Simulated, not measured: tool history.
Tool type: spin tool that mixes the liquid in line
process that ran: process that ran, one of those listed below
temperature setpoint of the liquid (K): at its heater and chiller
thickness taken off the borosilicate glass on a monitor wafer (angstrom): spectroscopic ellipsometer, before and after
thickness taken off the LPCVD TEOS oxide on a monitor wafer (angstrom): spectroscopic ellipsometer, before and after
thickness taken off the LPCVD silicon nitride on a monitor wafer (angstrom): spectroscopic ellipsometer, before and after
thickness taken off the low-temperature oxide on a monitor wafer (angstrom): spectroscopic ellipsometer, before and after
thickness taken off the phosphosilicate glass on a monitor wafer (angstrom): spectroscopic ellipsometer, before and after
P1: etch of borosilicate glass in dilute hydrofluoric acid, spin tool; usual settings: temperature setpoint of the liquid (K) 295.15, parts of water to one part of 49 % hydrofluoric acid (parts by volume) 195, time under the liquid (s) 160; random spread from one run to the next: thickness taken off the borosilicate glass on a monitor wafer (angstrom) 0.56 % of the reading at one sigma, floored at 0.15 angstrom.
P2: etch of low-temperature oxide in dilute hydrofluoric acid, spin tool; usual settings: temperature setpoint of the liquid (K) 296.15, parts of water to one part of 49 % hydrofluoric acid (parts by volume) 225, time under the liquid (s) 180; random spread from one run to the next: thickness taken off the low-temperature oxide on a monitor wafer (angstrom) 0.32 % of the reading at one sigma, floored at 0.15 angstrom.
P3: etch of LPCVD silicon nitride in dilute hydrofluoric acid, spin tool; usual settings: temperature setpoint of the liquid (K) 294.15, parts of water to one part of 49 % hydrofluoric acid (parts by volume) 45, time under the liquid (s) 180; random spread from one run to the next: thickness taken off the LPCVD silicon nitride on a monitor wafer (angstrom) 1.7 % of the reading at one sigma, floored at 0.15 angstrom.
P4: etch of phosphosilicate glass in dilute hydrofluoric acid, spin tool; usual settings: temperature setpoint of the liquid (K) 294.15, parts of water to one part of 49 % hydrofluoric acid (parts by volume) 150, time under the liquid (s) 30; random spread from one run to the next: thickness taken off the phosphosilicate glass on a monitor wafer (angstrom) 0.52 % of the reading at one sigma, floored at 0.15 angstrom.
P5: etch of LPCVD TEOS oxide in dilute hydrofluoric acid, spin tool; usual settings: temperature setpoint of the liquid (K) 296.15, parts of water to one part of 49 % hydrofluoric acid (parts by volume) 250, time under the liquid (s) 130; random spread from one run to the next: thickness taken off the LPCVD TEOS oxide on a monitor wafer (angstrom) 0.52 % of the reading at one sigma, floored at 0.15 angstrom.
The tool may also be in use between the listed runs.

| run | hour | process that ran | temperature setpoint of the liquid (K) | parts of water to one part of 49 % hydrofluoric acid (parts by volume) | time under the liquid (s) | hours since the thermometer was replaced | hours since the hydrofluoric acid flow meter was replaced | thickness taken off the borosilicate glass on a monitor wafer (angstrom) | thickness taken off the LPCVD TEOS oxide on a monitor wafer (angstrom) | thickness taken off the LPCVD silicon nitride on a monitor wafer (angstrom) | thickness taken off the low-temperature oxide on a monitor wafer (angstrom) | thickness taken off the phosphosilicate glass on a monitor wafer (angstrom) |
|---|---|---|---|---|---|---|---|---|---|---|---|---|
| 1 | 7.2 | P1 | 295.15 | 195 | 160 | 1182.1 | 1156.8 | 252.060 |  |  |  |  |
| 2 | 11.9 | P1 | 295.15 | 75 | 295 | 1186.8 | 1161.5 | 1394.500 |  |  |  |  |
| 3 | 17.6 | P5 | 296.15 | 250 | 70 | 1192.5 | 1167.2 |  | 60.306 |  |  |  |
| 4 | 21.3 | P3 | 294.15 | 75 | 180 | 1196.2 | 1170.9 |  |  | 9.8227 |  |  |
| 5 | 25.6 | P1 | 302.15 | 195 | 160 | 1200.5 | 1175.2 | 333.040 |  |  |  |  |
| 6 | 31.1 | P2 | 296.15 | 225 | 180 | 1206.0 | 1180.7 |  |  |  | 238.360 |  |
| 7 | 36.0 | P4 | 294.15 | 150 | 60 | 1210.9 | 1185.6 |  |  |  |  | 214.910 |
| 8 | 41.6 | P4 | 294.15 | 70 | 30 | 1216.5 | 1191.2 |  |  |  |  | 251.900 |
| 9 | 45.1 | P1 | 295.15 | 195 | 295 | 1220.0 | 1194.7 | 471.030 |  |  |  |  |
| 10 | 51.6 | P1 | 295.15 | 350 | 160 | 1226.5 | 1201.2 | 123.840 |  |  |  |  |
| 11 | 58.1 | P1 | 295.15 | 105 | 160 | 1233.0 | 1207.7 | 526.630 |  |  |  |  |
| 12 | 62.9 | P5 | 300.15 | 250 | 130 | 1237.8 | 1212.5 |  | 130.190 |  |  |  |
| 13 | 66.9 | P1 | 295.15 | 195 | 160 | 1241.8 | 1216.5 | 256.170 |  |  |  |  |
| 14 | 70.1 | P3 | 294.15 | 45 | 180 | 1245.0 | 1219.7 |  |  | 16.6330 |  |  |
| 15 | 75.0 | P5 | 296.15 | 345 | 130 | 1249.9 | 1224.6 |  | 74.521 |  |  |  |
| 16 | 82.1 | P5 | 296.15 | 250 | 130 | 1257.0 | 1231.7 |  | 111.460 |  |  |  |
| 17 | 86.8 | P4 | 290.15 | 150 | 30 | 1261.7 | 1236.4 |  |  |  |  | 91.446 |
| 18 | 93.9 | P1 | 295.15 | 195 | 160 | 1268.8 | 1243.5 | 253.470 |  |  |  |  |
| 19 | 100.4 | P2 | 296.15 | 225 | 30 | 1275.3 | 1250.0 |  |  |  | 40.109 |  |
| 20 | 104.8 | P2 | 296.15 | 310 | 180 | 1279.7 | 1254.4 |  |  |  | 161.000 |  |
| 21 | 110.0 | P4 | 294.15 | 150 | 30 | 1284.9 | 1259.6 |  |  |  |  | 106.850 |
| 22 | 116.0 | P1 | 290.15 | 300 | 160 | 1290.9 | 1265.6 | 126.240 |  |  |  |  |
| 23 | 123.0 | P1 | 295.15 | 195 | 15 | 1297.9 | 1272.6 | 24.086 |  |  |  |  |
| 24 | 129.4 | P1 | 295.15 | 120 | 300 | 1304.3 | 1279.0 | 848.540 |  |  |  |  |
| 25 | 133.5 | P1 | 290.15 | 195 | 160 | 1308.4 | 1283.1 | 209.960 |  |  |  |  |
| 26 | 140.4 | P3 | 294.15 | 45 | 15 | 1315.3 | 1290.0 |  |  | 1.3107 |  |  |
| 27 | 146.5 | P3 | 301.65 | 45 | 180 | 1321.4 | 1296.1 |  |  | 27.1140 |  |  |
| 28 | 151.6 | P1 | 295.15 | 195 | 160 | 1326.5 | 1301.2 | 258.380 |  |  |  |  |
| 29 | 157.1 | P2 | 290.15 | 225 | 180 | 1332.0 | 1306.7 |  |  |  | 190.780 |  |
| 30 | 164.0 | P1 | 295.15 | 195 | 160 | 1338.9 | 1313.6 | 254.520 |  |  |  |  |
| 31 | 168.4 | P1 | 295.15 | 195 | 160 | 1343.3 | 1318.0 | 262.990 |  |  |  |  |
| 32 | 175.3 | P1 | 295.15 | 195 | 160 | 1350.2 | 1324.9 | 265.410 |  |  |  |  |
| 33 | 178.9 | P1 | 295.15 | 195 | 160 | 1353.8 | 1328.5 | 266.440 |  |  |  |  |
| 34 | 184.7 | P1 | 295.15 | 195 | 160 | 1359.6 | 1334.3 | 269.810 |  |  |  |  |
| 35 | 190.5 | P1 | 295.15 | 195 | 160 | 1365.4 | 1340.1 | 270.780 |  |  |  |  |
| 36 | 195.8 | P1 | 295.15 | 195 | 160 | 1370.7 | 1345.4 | 272.560 |  |  |  |  |
| 37 | 202.7 | P1 | 295.15 | 195 | 160 | 1377.6 | 1352.3 | 269.910 |  |  |  |  |

What P1 gives has crept off from where it sat before. The 2 causes that follow fit the log equally well, each at the size noted:
A: liquid hotter than its thermometer reads (K) = 1.55
B: hydrofluoric acid flow above the setpoint (%) = 4.95
The drift started at roughly hour 164.0.

Below are 4 check runs, each averaged over 5 wafers, with their results shown as question marks. Which of them would give clearly different results depending on which cause is behind the drift?
| check 1 | 209.6 | P5 | 296.15 | 250 | 130 |  |  |  | ? |  |  |  |
| check 2 | 209.6 | P4 | 294.15 | 150 | 30 |  |  |  |  |  |  | ? |
| check 3 | 209.6 | P3 | 294.15 | 45 | 180 |  |  |  |  | ? |  |  |
| check 4 | 209.6 | P2 | 296.15 | 225 | 180 |  |  |  |  |  | ? |  |

Expected result of each check under each candidate cause:
| check | result | if A | if B |
|---|---|---|---|
| check 1 | thickness taken off the LPCVD TEOS oxide on a monitor wafer (angstrom) | 118.550 | 119.080 |
| check 2 | thickness taken off the phosphosilicate glass on a monitor wafer (angstrom) | 114.290 | 113.750 |
| check 3 | thickness taken off the LPCVD silicon nitride on a monitor wafer (angstrom) | 18.4920 | 17.4220 |
| check 4 | thickness taken off the low-temperature oxide on a monitor wafer (angstrom) | 253.250 | 253.940 |
Distance between the nearest two causes, measured in the result of the check that separates them most: check 1 0.45 %; check 2 0.47 %; check 3 5.96 %; check 4 0.27 %
Only in check 3 would the causes give clearly different results; in the remaining checks their results would be nearly the same.

Check 3 was then run and gave: thickness taken off the LPCVD silicon nitride on a monitor wafer (angstrom) 17.3970. Which cause is it?

The correct cause is B, namely: hydrofluoric acid flow above the setpoint (%).
